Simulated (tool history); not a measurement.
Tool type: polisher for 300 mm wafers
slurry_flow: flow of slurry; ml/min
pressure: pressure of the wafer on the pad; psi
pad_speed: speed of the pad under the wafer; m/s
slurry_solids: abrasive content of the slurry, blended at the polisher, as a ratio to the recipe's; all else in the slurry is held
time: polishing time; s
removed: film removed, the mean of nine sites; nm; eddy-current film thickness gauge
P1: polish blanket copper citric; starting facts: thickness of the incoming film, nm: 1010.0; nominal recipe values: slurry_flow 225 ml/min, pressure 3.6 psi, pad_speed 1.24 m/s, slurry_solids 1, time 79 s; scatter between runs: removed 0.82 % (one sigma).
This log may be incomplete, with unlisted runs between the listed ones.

run 1 hour=6.1 | slurry_flow=225 pressure=3.6 pad_speed=1.24 slurry_solids=1 time=79 | removed=243.22
run 2 hour=12.9 | slurry_flow=225 pressure=3.6 pad_speed=1.24 slurry_solids=1 time=79 | removed=242.11
-- hour=16.7 worn pad replaced by a new one
run 3 hour=19 | slurry_flow=290 pressure=3.6 pad_speed=1.24 slurry_solids=1 time=79 | removed=254.1
run 4 hour=26.3 | slurry_flow=135 pressure=3.6 pad_speed=1.24 slurry_solids=1 time=79 | removed=228.92
run 5 hour=31.1 | slurry_flow=225 pressure=3.6 pad_speed=1.24 slurry_solids=0.65 time=79 | removed=224.12
run 6 hour=36.8 | slurry_flow=225 pressure=3.6 pad_speed=1.24 slurry_solids=1 time=79 | removed=246.15
run 7 hour=43 | slurry_flow=225 pressure=3.6 pad_speed=1.24 slurry_solids=1 time=122 | removed=378.39
run 8 hour=51.5 | slurry_flow=225 pressure=4.9 pad_speed=1.24 slurry_solids=1 time=79 | removed=337.26
-- hour=56.1 slurry nozzle cleaned
run 9 hour=59 | slurry_flow=225 pressure=1.9 pad_speed=1.24 slurry_solids=1 time=79 | removed=130.36
run 10 hour=66.4 | slurry_flow=225 pressure=5.2 pad_speed=1.24 slurry_solids=0.75 time=79 | removed=331.9
run 11 hour=72.2 | slurry_flow=225 pressure=3.6 pad_speed=1.24 slurry_solids=1 time=52 | removed=162.4
run 12 hour=76.6 | slurry_flow=225 pressure=3.6 pad_speed=0.56 slurry_solids=1 time=79 | removed=113.51
run 13 hour=81.4 | slurry_flow=225 pressure=3.6 pad_speed=1.88 slurry_solids=1 time=79 | removed=367.96
run 14 hour=85.4 | slurry_flow=225 pressure=3.6 pad_speed=1.24 slurry_solids=1 time=79 | removed=242.85
run 15 hour=91.3 | slurry_flow=225 pressure=3.6 pad_speed=1.24 slurry_solids=1.45 time=79 | removed=266.56
run 16 hour=95.2 | slurry_flow=135 pressure=3.6 pad_speed=1.24 slurry_solids=0.65 time=79 | removed=209.78
run 17 hour=102.6 | slurry_flow=225 pressure=3.6 pad_speed=1.24 slurry_solids=1 time=79 | removed=245.46
run 18 hour=109.4 | slurry_flow=225 pressure=3.6 pad_speed=1.24 slurry_solids=1 time=79 | removed=245.8
run 19 hour=117.6 | slurry_flow=225 pressure=3.6 pad_speed=1.24 slurry_solids=1 time=79 | removed=242.83
run 20 hour=122.3 | slurry_flow=225 pressure=3.6 pad_speed=1.24 slurry_solids=1 time=79 | removed=235.53
run 21 hour=126.5 | slurry_flow=225 pressure=3.6 pad_speed=1.24 slurry_solids=1 time=79 | removed=237.15
-- hour=128.9 worn pad replaced by a new one
run 22 hour=130.8 | slurry_flow=225 pressure=3.6 pad_speed=1.24 slurry_solids=1 time=79 | removed=231.46
-- hour=134.8 slurry blender recalibrated
run 23 hour=139.2 | slurry_flow=225 pressure=3.6 pad_speed=1.24 slurry_solids=1 time=79 | removed=234.88
run 24 hour=143.2 | slurry_flow=225 pressure=3.6 pad_speed=1.24 slurry_solids=1 time=79 | removed=232.91
run 25 hour=151.3 | slurry_flow=225 pressure=3.6 pad_speed=1.24 slurry_solids=1 time=79 | removed=235.13

What P1 gives has crept off from where it sat before. The 2 causes that follow fit the log equally well, each at the size noted:
A: slurry flow missing at the pad, % = 29.7
B: head's pressure below its setpoint, % = 4.94
At approximately hour 109.4, the process output began to creep.
Excluded causes, each with its reason:
removal rate lost through wear of the pad, %: serviced at hour 128.9, after the drift had started, without restoring the earlier output
abrasive missing from the slurry, %: serviced at hour 134.8, after the drift had started, without restoring the earlier output

Which of the 4 check runs listed below, each an average over 5 wafers with its results shown as question marks, gives clearly different results under the different listed causes?
run check 1 hour=159.4 | slurry_flow=225 pressure=3.6 pad_speed=1.72 slurry_solids=1.4 time=79 | removed=?
run check 2 hour=159.4 | slurry_flow=225 pressure=2.6 pad_speed=0.56 slurry_solids=1 time=79 | removed=?
run check 3 hour=159.4 | slurry_flow=225 pressure=3.6 pad_speed=1.24 slurry_solids=1 time=109 | removed=?
run check 4 hour=159.4 | slurry_flow=135 pressure=4.7 pad_speed=1.24 slurry_solids=1 time=79 | removed=?

Check results expected under each cause:
check=check_1 result=removed if_A=347.22 if_B=347.18
check=check_2 result=removed if_A=78.77 if_B=78.91
check=check_3 result=removed if_A=322.36 if_B=322.4
check=check_4 result=removed if_A=272.73 if_B=280.96
Separation of the two closest causes in each check, using whichever result separates them best: check 1 0.01 %; check 2 0.18 %; check 3 0.01 %; check 4 2.97 %
Check 4 is the one run that separates the causes; every other check would come out nearly the same whichever cause is at work.

Check 4 was then run and gave: removed 272.18 nm. Which cause is it?

The cause is A: slurry flow missing at the pad, %.

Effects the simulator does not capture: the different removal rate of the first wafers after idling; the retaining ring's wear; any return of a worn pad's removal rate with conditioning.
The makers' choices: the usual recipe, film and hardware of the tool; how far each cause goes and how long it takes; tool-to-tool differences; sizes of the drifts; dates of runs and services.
